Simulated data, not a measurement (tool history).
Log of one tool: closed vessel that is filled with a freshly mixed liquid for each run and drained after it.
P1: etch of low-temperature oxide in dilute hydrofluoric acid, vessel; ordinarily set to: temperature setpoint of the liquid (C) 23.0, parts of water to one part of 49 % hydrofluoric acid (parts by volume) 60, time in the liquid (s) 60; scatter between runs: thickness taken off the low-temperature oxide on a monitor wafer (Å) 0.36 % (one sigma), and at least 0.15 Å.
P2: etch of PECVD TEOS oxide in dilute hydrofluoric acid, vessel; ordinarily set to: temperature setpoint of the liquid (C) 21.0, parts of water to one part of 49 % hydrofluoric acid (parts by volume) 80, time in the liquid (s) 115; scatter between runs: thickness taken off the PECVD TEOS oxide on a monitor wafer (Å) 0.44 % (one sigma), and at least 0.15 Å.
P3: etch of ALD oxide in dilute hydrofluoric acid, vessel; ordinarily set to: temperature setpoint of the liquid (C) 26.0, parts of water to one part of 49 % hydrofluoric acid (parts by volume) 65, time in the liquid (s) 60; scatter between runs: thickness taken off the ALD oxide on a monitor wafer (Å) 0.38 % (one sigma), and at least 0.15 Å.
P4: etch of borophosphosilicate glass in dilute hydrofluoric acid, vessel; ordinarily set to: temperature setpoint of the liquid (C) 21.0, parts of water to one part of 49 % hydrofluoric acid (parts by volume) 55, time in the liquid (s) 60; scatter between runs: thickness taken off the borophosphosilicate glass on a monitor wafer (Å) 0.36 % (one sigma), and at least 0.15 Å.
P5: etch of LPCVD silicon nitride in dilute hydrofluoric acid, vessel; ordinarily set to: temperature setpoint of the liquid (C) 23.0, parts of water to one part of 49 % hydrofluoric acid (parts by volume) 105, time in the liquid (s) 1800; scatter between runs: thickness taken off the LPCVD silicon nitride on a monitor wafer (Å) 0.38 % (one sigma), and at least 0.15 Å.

run,day,process that ran,temperature setpoint of the liquid (C),parts of water to one part of 49 % hydrofluoric acid (parts by volume),time in the liquid (s),hours since the thermometer was replaced,hours since the hydrofluoric acid flow meter was replaced,thickness taken off the low-temperature oxide on a monitor wafer (Å),thickness taken off the PECVD TEOS oxide on a monitor wafer (Å),thickness taken off the LPCVD silicon nitride on a monitor wafer (Å),thickness taken off the ALD oxide on a monitor wafer (Å),thickness taken off the borophosphosilicate glass on a monitor wafer (Å)
1,0.329,P1,23.0,60,60,175.8,749.4,363.29,,,,
2,0.946,P2,21.0,80,35,190.6,764.2,,60.175,,,
3,1.504,P1,23.0,85,60,204.0,777.6,248.47,,,,
4,2.154,P1,23.0,60,95,219.6,793.2,575.86,,,,
# day 2.654: hydrofluoric acid flow meter replaced
5,2.700,P1,23.0,40,95,232.7,1.1,879.13,,,,
6,3.354,P1,23.0,20,60,248.4,16.8,1146.40,,,,
7,4.058,P2,21.0,20,115,265.3,33.7,,858.510,,,
8,4.396,P5,23.0,25,1800,273.4,41.8,,,318.240,,
9,5.075,P3,26.0,65,60,289.7,58.1,,,,227.28,
10,5.754,P4,17.0,55,60,306.0,74.4,,,,,684.18
11,6.450,P1,27.0,60,60,322.7,91.1,427.41,,,,
12,7.054,P1,30.5,60,100,337.2,105.6,811.44,,,,
13,7.483,P1,23.0,60,30,347.5,115.9,182.12,,,,
14,8.217,P2,26.5,80,115,365.1,133.5,,245.900,,,
15,8.592,P5,23.0,105,1800,374.1,142.5,,,78.794,,
16,9.033,P3,26.0,30,60,384.7,153.1,,,,514.57,
17,9.604,P4,21.0,55,60,398.4,166.8,,,,,815.72
18,10.062,P2,21.0,80,115,409.4,177.8,,197.030,,,
19,10.408,P1,23.0,60,60,417.7,186.1,364.07,,,,
20,10.988,P1,23.0,85,85,431.6,200.0,350.25,,,,
21,11.492,P4,21.0,55,30,443.7,212.1,,,,,406.12
22,11.858,P4,21.0,85,60,452.5,220.9,,,,,506.78
23,12.567,P4,21.0,55,60,469.5,237.9,,,,,810.30
24,13.175,P1,23.0,60,60,484.1,252.5,360.83,,,,
25,13.892,P3,32.5,65,60,501.3,269.7,,,,290.16,
26,14.296,P5,29.5,105,1800,511.0,279.4,,,119.140,,
27,15.029,P1,18.5,60,60,528.6,297.0,300.49,,,,
28,15.421,P1,23.0,60,60,538.0,306.4,364.79,,,,
29,15.929,P5,23.0,105,915,550.2,318.6,,,39.943,,
30,16.329,P3,26.0,65,90,559.8,328.2,,,,341.10,
31,16.908,P1,23.0,60,60,573.7,342.1,360.97,,,,
32,17.608,P1,23.0,60,60,590.5,358.9,343.99,,,,
33,18.142,P1,23.0,60,60,603.3,371.7,338.66,,,,
34,18.471,P1,23.0,60,60,611.2,379.6,336.48,,,,
35,18.929,P1,23.0,60,60,622.2,390.6,336.38,,,,
36,19.388,P1,23.0,60,60,633.2,401.6,333.85,,,,
37,19.992,P1,23.0,60,60,647.7,416.1,333.00,,,,

The output of P1 has drifted from where it used to be. Each of the 2 causes below, taken at the size shown beside it, accounts for the log equally well:
A: liquid colder than its thermometer reads (K) = 2
B: hydrofluoric acid flow below the setpoint (%) = 7.39
At approximately day 16.908, the process output began to creep.

The check runs listed below each take one wafer, and their results are still question marks. Under which run would the listed causes lead to clearly different results?
check 1,20.596,P3,26.0,65,60,,,,,,?,
check 2,20.596,P2,21.0,80,115,,,,?,,,
check 3,20.596,P4,21.0,55,60,,,,,,,?
check 4,20.596,P5,23.0,105,1800,,,,,?,,

Expected result of each check under each candidate cause:
check,result,if A,if B
check 1,thickness taken off the ALD oxide on a monitor wafer (Å),209.06,208.39
check 2,thickness taken off the PECVD TEOS oxide on a monitor wafer (Å),181.620,181.440
check 3,thickness taken off the borophosphosilicate glass on a monitor wafer (Å),745.98,747.85
check 4,thickness taken off the LPCVD silicon nitride on a monitor wafer (Å),68.741,72.852
Gap, in per cent, between the two causes that each check separates least, read from the result that separates them most: check 1 0.32 %; check 2 0.1 %; check 3 0.25 %; check 4 5.81 %
The causes can be told apart only by check 4. The other checks would give nearly the same results under each of them.

Running check 4 produced the following: thickness taken off the LPCVD silicon nitride on a monitor wafer (Å) 68.821. Which one of the listed causes fits?

It is A: liquid colder than its thermometer reads (K).

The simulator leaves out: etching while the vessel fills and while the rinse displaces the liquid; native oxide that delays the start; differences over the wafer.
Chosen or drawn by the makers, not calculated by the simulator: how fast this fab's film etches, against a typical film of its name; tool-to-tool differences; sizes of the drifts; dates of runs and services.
